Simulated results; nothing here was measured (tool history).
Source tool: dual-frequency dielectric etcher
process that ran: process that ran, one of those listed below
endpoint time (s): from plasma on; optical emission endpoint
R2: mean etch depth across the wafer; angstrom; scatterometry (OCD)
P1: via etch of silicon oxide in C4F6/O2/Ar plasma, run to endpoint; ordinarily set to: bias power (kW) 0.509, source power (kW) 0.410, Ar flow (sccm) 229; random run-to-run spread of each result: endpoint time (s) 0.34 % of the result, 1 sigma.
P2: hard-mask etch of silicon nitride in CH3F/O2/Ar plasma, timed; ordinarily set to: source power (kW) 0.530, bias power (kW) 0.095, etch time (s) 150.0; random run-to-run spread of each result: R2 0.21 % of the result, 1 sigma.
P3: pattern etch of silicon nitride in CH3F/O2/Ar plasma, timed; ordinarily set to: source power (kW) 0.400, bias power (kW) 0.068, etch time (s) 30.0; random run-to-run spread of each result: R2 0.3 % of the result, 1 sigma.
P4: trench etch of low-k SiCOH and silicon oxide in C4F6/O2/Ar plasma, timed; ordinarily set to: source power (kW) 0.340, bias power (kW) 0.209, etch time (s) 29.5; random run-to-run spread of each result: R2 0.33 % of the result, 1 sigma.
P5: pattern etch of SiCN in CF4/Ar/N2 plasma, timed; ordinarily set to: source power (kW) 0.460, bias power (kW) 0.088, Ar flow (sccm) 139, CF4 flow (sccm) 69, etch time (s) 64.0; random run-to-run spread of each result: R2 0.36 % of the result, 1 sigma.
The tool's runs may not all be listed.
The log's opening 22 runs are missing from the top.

run 23 hour=104.9 | process_that_ran=P2 bias_power_(kW)=0.095 source_power_(kW)=0.530 etch_time_(s)=103.5 | R2=879.75
run 24 hour=109.6 | process_that_ran=P2 bias_power_(kW)=0.095 source_power_(kW)=0.330 etch_time_(s)=150.0 | R2=1068.90
run 25 hour=112.4 | process_that_ran=P1 bias_power_(kW)=0.509 source_power_(kW)=0.260 Ar_flow_(sccm)=229 | endpoint_time_(s)=41.374
run 26 hour=116.5 | process_that_ran=P3 bias_power_(kW)=0.068 source_power_(kW)=0.400 etch_time_(s)=17.0 | R2=114.94
run 27 hour=121.6 | process_that_ran=P5 bias_power_(kW)=0.088 source_power_(kW)=0.460 Ar_flow_(sccm)=139 CF4_flow_(sccm)=54 etch_time_(s)=64.0 | R2=551.61
run 28 hour=127.2 | process_that_ran=P1 bias_power_(kW)=0.509 source_power_(kW)=0.410 Ar_flow_(sccm)=229 | endpoint_time_(s)=34.913
run 29 hour=130.3 | process_that_ran=P5 bias_power_(kW)=0.088 source_power_(kW)=0.580 Ar_flow_(sccm)=139 CF4_flow_(sccm)=69 etch_time_(s)=64.0 | R2=697.07
run 30 hour=133.5 | process_that_ran=P1 bias_power_(kW)=0.509 source_power_(kW)=0.410 Ar_flow_(sccm)=305 | endpoint_time_(s)=36.347
run 31 hour=139.3 | process_that_ran=P3 bias_power_(kW)=0.068 source_power_(kW)=0.400 etch_time_(s)=30.0 | R2=203.04
run 32 hour=142.9 | process_that_ran=P4 bias_power_(kW)=0.122 source_power_(kW)=0.340 etch_time_(s)=29.5 | R2=782.20
run 33 hour=145.7 | process_that_ran=P5 bias_power_(kW)=0.088 source_power_(kW)=0.460 Ar_flow_(sccm)=139 CF4_flow_(sccm)=69 etch_time_(s)=64.0 | R2=565.94
run 34 hour=151.2 | process_that_ran=P1 bias_power_(kW)=0.509 source_power_(kW)=0.410 Ar_flow_(sccm)=229 | endpoint_time_(s)=34.896

What will run 35 give?
run 35 hour=155.4 | process_that_ran=P1 bias_power_(kW)=0.509 source_power_(kW)=0.410 Ar_flow_(sccm)=229 | endpoint_time_(s)=?

Run 35 yielded endpoint time (s) 34.949.
